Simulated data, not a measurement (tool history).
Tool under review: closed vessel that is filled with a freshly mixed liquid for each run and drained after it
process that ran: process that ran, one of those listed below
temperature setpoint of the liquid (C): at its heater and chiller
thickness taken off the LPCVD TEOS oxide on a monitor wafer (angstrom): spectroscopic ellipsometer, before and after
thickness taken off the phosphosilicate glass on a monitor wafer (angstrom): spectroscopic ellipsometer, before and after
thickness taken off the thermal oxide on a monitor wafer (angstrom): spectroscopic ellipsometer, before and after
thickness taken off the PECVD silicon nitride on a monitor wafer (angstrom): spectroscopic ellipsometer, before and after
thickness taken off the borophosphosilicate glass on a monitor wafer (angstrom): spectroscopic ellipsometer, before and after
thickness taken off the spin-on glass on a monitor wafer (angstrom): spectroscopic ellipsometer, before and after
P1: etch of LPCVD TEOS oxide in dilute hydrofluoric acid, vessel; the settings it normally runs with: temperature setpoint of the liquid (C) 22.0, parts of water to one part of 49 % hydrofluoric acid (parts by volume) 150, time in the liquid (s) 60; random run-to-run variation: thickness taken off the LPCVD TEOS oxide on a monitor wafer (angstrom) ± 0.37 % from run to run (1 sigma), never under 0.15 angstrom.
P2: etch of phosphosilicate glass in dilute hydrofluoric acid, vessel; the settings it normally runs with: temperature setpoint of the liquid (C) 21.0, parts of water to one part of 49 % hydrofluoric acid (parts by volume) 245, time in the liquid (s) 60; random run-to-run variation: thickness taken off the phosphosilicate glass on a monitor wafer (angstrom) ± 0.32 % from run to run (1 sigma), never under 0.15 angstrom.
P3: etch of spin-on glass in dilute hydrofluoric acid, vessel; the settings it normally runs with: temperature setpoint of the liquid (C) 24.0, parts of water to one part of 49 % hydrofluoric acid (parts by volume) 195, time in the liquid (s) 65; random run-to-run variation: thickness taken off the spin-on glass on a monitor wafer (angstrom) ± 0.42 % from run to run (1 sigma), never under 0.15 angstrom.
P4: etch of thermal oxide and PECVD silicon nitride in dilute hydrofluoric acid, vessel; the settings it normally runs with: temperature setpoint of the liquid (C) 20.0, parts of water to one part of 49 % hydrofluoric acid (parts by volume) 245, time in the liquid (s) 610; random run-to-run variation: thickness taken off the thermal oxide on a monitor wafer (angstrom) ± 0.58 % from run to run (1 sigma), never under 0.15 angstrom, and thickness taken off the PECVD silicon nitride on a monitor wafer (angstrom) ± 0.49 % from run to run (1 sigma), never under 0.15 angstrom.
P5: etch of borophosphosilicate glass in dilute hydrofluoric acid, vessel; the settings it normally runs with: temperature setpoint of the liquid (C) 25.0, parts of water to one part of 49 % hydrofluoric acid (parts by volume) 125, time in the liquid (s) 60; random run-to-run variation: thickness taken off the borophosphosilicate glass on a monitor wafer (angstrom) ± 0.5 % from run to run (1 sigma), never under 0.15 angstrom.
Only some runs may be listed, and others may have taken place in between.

run,day,process that ran,temperature setpoint of the liquid (C),parts of water to one part of 49 % hydrofluoric acid (parts by volume),time in the liquid (s),thickness taken off the LPCVD TEOS oxide on a monitor wafer (angstrom),thickness taken off the phosphosilicate glass on a monitor wafer (angstrom),thickness taken off the thermal oxide on a monitor wafer (angstrom),thickness taken off the PECVD silicon nitride on a monitor wafer (angstrom),thickness taken off the borophosphosilicate glass on a monitor wafer (angstrom),thickness taken off the spin-on glass on a monitor wafer (angstrom)
1,0.350,P1,22.0,150,60,69.898,,,,,
2,0.983,P2,21.0,245,60,,189.23,,,,
3,1.471,P4,20.0,420,610,,,44.362,36.067,,
4,1.950,P5,25.0,215,60,,,,,90.349,
5,2.446,P3,24.0,195,130,,,,,,317.56
6,2.954,P2,21.0,245,110,,347.08,,,,
7,3.262,P3,24.0,195,65,,,,,,157.77
8,3.642,P1,22.0,150,60,69.583,,,,,
9,4.212,P1,22.0,150,115,132.620,,,,,
10,4.771,P3,30.5,195,65,,,,,,198.84
11,5.162,P1,22.0,90,60,124.720,,,,,
12,5.642,P1,26.0,150,60,80.774,,,,,
13,5.942,P4,20.0,245,610,,,88.128,60.647,,
14,6.275,P1,22.0,150,60,69.702,,,,,
15,6.867,P4,20.0,245,610,,,89.081,60.658,,
16,7.500,P2,21.0,245,60,,188.40,,,,
17,8.062,P1,22.0,270,60,34.220,,,,,
18,8.625,P1,17.0,150,60,57.086,,,,,
19,9.117,P1,22.0,150,60,69.812,,,,,

Run 20 has not been measured yet. What should we expect?
20,9.579,P5,18.0,125,60,,,,,?,

thickness taken off the borophosphosilicate glass on a monitor wafer (angstrom): 130.370
